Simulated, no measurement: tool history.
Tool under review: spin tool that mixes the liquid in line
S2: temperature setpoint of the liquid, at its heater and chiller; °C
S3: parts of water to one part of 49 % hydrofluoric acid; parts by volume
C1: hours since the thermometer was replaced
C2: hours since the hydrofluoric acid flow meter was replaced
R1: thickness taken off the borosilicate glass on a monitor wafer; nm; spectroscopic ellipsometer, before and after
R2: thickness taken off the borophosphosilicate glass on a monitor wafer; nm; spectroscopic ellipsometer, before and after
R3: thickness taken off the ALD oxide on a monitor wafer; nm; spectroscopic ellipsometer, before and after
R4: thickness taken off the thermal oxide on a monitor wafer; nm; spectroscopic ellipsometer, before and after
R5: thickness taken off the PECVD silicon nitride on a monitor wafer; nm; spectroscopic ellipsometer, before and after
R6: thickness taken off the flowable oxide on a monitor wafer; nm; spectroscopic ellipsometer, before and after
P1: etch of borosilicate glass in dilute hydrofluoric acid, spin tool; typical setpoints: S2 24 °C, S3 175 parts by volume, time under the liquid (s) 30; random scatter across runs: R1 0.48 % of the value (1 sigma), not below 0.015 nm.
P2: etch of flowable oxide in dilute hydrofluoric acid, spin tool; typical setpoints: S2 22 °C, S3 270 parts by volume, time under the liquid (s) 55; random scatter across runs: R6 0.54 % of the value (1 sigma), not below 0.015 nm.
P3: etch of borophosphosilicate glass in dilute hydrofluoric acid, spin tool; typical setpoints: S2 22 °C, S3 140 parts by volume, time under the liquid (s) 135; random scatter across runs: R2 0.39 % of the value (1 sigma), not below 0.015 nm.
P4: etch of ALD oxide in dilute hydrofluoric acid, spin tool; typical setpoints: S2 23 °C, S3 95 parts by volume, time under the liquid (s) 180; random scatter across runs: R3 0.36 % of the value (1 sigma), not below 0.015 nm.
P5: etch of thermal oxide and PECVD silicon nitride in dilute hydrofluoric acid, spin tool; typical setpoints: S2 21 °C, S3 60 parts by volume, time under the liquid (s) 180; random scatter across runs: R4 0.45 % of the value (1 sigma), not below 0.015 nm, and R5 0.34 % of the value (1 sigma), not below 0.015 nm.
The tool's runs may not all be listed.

Run 1, day 0.367: process that ran P1, S2 24 °C, S3 175 parts by volume, time under the liquid (s) 30; C1 174.8; C2 1066.1. Result: R1 4.8473 nm.
Run 2, day 0.842: process that ran P3, S2 22 °C, S3 205 parts by volume, time under the liquid (s) 135; C1 186.2; C2 1077.5. Result: R2 18.5510 nm.
Run 3, day 1.304: process that ran P4, S2 23 °C, S3 95 parts by volume, time under the liquid (s) 75; C1 197.3; C2 1088.6. Result: R3 9.3022 nm.
Run 4, day 1.817: process that ran P1, S2 24 °C, S3 235 parts by volume, time under the liquid (s) 15; C1 209.6; C2 1100.9. Result: R1 1.6829 nm.
Run 5, day 2.304: process that ran P1, S2 30 °C, S3 175 parts by volume, time under the liquid (s) 30; C1 221.3; C2 1112.6. Result: R1 6.0179 nm.
Run 6, day 2.875: process that ran P4, S2 23 °C, S3 155 parts by volume, time under the liquid (s) 180; C1 235.0; C2 1126.3. Result: R3 12.6470 nm.
Run 7, day 3.146: process that ran P1, S2 24 °C, S3 90 parts by volume, time under the liquid (s) 30; C1 241.5; C2 1132.8. Result: R1 10.4840 nm.
Run 8, day 3.558: process that ran P5, S2 21 °C, S3 60 parts by volume, time under the liquid (s) 180; C1 251.4; C2 1142.7. Result: R4 13.940 nm, R5 6.1676 nm.
Run 9, day 3.854: process that ran P5, S2 28 °C, S3 60 parts by volume, time under the liquid (s) 180; C1 258.5; C2 1149.8. Result: R4 18.575 nm, R5 9.8423 nm.
Run 10, day 4.396: process that ran P5, S2 21 °C, S3 60 parts by volume, time under the liquid (s) 180; C1 271.5; C2 1162.8. Result: R4 13.926 nm, R5 6.1499 nm.
Run 11, day 4.842: process that ran P1, S2 24 °C, S3 310 parts by volume, time under the liquid (s) 30; C1 282.2; C2 1173.5. Result: R1 2.4294 nm.
Run 12, day 5.308: process that ran P1, S2 24 °C, S3 175 parts by volume, time under the liquid (s) 30; C1 293.4; C2 1184.7. Result: R1 4.8517 nm.
Run 13, day 5.683: process that ran P4, S2 23 °C, S3 95 parts by volume, time under the liquid (s) 180; C1 302.4; C2 1193.7. Result: R3 22.2640 nm.
Run 14, day 6.183: process that ran P1, S2 24 °C, S3 175 parts by volume, time under the liquid (s) 30; C1 314.4; C2 1205.7. Result: R1 4.8534 nm.
Run 15, day 6.712: process that ran P1, S2 24 °C, S3 175 parts by volume, time under the liquid (s) 65; C1 327.1; C2 1218.4. Result: R1 10.4330 nm.
Run 16, day 7.179: process that ran P1, S2 18 °C, S3 175 parts by volume, time under the liquid (s) 30; C1 338.3; C2 1229.6. Result: R1 3.8322 nm.
Run 17, day 7.738: process that ran P2, S2 22 °C, S3 270 parts by volume, time under the liquid (s) 55; C1 351.7; C2 1243.0. Result: R6 6.5048 nm.
Run 18, day 8.154: process that ran P3, S2 22 °C, S3 140 parts by volume, time under the liquid (s) 35; C1 361.7; C2 1253.0. Result: R2 7.5198 nm.
Run 19, day 8.596: process that ran P1, S2 24 °C, S3 75 parts by volume, time under the liquid (s) 15; C1 372.3; C2 1263.6. Result: R1 6.3310 nm.
Run 20, day 9.100: process that ran P2, S2 22 °C, S3 105 parts by volume, time under the liquid (s) 55; C1 384.4; C2 1275.7. Result: R6 19.9900 nm.
Run 21, day 9.538: process that ran P4, S2 23 °C, S3 95 parts by volume, time under the liquid (s) 180; C1 394.9; C2 1286.2. Result: R3 22.2330 nm.
Run 22, day 9.888: process that ran P5, S2 21 °C, S3 60 parts by volume, time under the liquid (s) 270; C1 403.3; C2 1294.6. Result: R4 21.034 nm, R5 9.2248 nm.
At day 10.192: hydrofluoric acid flow meter replaced.
Run 23, day 10.450: process that ran P1, S2 24 °C, S3 175 parts by volume, time under the liquid (s) 30; C1 416.8; C2 6.2. Result: R1 4.8209 nm.
Run 24, day 10.900: process that ran P2, S2 22 °C, S3 270 parts by volume, time under the liquid (s) 55; C1 427.6; C2 17.0. Result: R6 6.5533 nm.
Run 25, day 11.254: process that ran P2, S2 29 °C, S3 270 parts by volume, time under the liquid (s) 55; C1 436.1; C2 25.5. Result: R6 8.2125 nm.

Run 26 comes next. What will it give?
Run 26, day 11.592: process that ran P3, S2 22 °C, S3 140 parts by volume, time under the liquid (s) 135; C1 444.2; C2 33.6. Result: R2 ?.

R2: 28.9720 nm

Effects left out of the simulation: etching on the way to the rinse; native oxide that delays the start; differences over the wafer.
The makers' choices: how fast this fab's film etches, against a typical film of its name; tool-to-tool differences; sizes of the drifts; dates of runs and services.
